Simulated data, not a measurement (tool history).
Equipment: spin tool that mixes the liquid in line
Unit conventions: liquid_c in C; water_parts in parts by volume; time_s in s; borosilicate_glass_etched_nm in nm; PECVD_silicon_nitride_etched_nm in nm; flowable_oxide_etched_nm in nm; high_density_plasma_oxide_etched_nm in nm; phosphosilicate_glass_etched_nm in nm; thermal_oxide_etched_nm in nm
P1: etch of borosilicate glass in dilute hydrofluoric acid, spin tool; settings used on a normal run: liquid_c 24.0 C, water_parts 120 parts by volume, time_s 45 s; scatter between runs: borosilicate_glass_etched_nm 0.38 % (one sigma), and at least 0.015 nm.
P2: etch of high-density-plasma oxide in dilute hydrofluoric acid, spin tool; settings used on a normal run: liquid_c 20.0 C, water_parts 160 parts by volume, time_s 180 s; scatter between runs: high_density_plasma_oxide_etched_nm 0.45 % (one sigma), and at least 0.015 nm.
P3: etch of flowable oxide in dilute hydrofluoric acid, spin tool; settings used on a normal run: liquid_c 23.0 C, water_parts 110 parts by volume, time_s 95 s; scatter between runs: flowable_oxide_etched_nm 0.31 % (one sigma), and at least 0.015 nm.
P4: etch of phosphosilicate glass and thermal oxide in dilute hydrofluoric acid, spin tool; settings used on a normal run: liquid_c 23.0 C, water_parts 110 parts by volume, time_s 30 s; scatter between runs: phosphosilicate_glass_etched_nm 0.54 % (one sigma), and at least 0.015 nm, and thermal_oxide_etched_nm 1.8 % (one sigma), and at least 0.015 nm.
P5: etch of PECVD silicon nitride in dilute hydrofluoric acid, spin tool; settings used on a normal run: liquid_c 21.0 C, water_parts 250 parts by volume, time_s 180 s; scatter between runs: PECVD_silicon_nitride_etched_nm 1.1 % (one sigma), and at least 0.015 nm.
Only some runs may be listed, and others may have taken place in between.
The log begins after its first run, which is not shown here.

| run | hour | process | liquid_c | water_parts | time_s | hours since the thermometer was replaced | hours since the hydrofluoric acid flow meter was replaced | borosilicate_glass_etched_nm | PECVD_silicon_nitride_etched_nm | flowable_oxide_etched_nm | high_density_plasma_oxide_etched_nm | phosphosilicate_glass_etched_nm | thermal_oxide_etched_nm |
|---|---|---|---|---|---|---|---|---|---|---|---|---|---|
| 2 | 21.8 | P5 | 21.0 | 45 | 180 | 644.3 | 1088.5 |  | 9.4871 |  |  |  |  |
| 3 | 30.2 | P1 | 24.0 | 120 | 75 | 652.7 | 1096.9 | 21.1530 |  |  |  |  |  |
| 4 | 40.7 | P1 | 24.0 | 120 | 15 | 663.2 | 1107.4 | 4.2153 |  |  |  |  |  |
| 5 | 51.8 | P1 | 24.0 | 45 | 45 | 674.3 | 1118.5 | 37.4050 |  |  |  |  |  |
| 6 | 60.6 | P3 | 23.0 | 110 | 45 | 683.1 | 1127.3 |  |  | 16.952 |  |  |  |
| 7 | 68.3 | P1 | 24.0 | 120 | 45 | 690.8 | 1135.0 | 12.7720 |  |  |  |  |  |
| 8 | 75.6 | P2 | 20.0 | 285 | 180 | 698.1 | 1142.3 |  |  |  | 2.4153 |  |  |
| 9 | 83.3 | P1 | 24.0 | 120 | 45 | 705.8 | 1150.0 | 12.7630 |  |  |  |  |  |
| 10 | 90.3 | P2 | 20.0 | 160 | 305 | 712.8 | 1157.0 |  |  |  | 8.2067 |  |  |
| 11 | 98.0 | P3 | 23.0 | 110 | 95 | 720.5 | 1164.7 |  |  | 35.893 |  |  |  |
| 12 | 111.9 | P1 | 31.5 | 120 | 45 | 734.4 | 1178.6 | 16.8260 |  |  |  |  |  |
| 13 | 126.3 | P2 | 20.0 | 160 | 180 | 748.8 | 1193.0 |  |  |  | 4.8095 |  |  |
| 14 | 136.4 | P3 | 23.0 | 160 | 95 | 758.9 | 1203.1 |  |  | 23.365 |  |  |  |
| 15 | 147.2 | P4 | 23.0 | 110 | 15 | 769.7 | 1213.9 |  |  |  |  | 20.316 | 0.62661 |
|  | 151.3 | hydrofluoric acid flow meter replaced |
| 16 | 156.0 | P5 | 21.0 | 250 | 280 | 778.5 | 4.8 |  | 2.8842 |  |  |  |  |
| 17 | 169.0 | P1 | 24.0 | 120 | 45 | 791.5 | 17.8 | 12.6360 |  |  |  |  |  |
| 18 | 176.5 | P4 | 28.5 | 110 | 30 | 799.0 | 25.3 |  |  |  |  | 50.392 | 1.60300 |
| 19 | 189.2 | P3 | 28.5 | 110 | 95 | 811.7 | 38.0 |  |  | 44.555 |  |  |  |
| 20 | 202.0 | P5 | 21.0 | 250 | 180 | 824.5 | 50.8 |  | 1.8072 |  |  |  |  |

The next listed run, before its measurement:
| 21 | 212.8 | P1 | 17.0 | 120 | 45 | 835.3 | 61.6 | ? |  |  |  |  |  |

{"run 21": {"borosilicate_glass_etched_nm": 9.5257}}

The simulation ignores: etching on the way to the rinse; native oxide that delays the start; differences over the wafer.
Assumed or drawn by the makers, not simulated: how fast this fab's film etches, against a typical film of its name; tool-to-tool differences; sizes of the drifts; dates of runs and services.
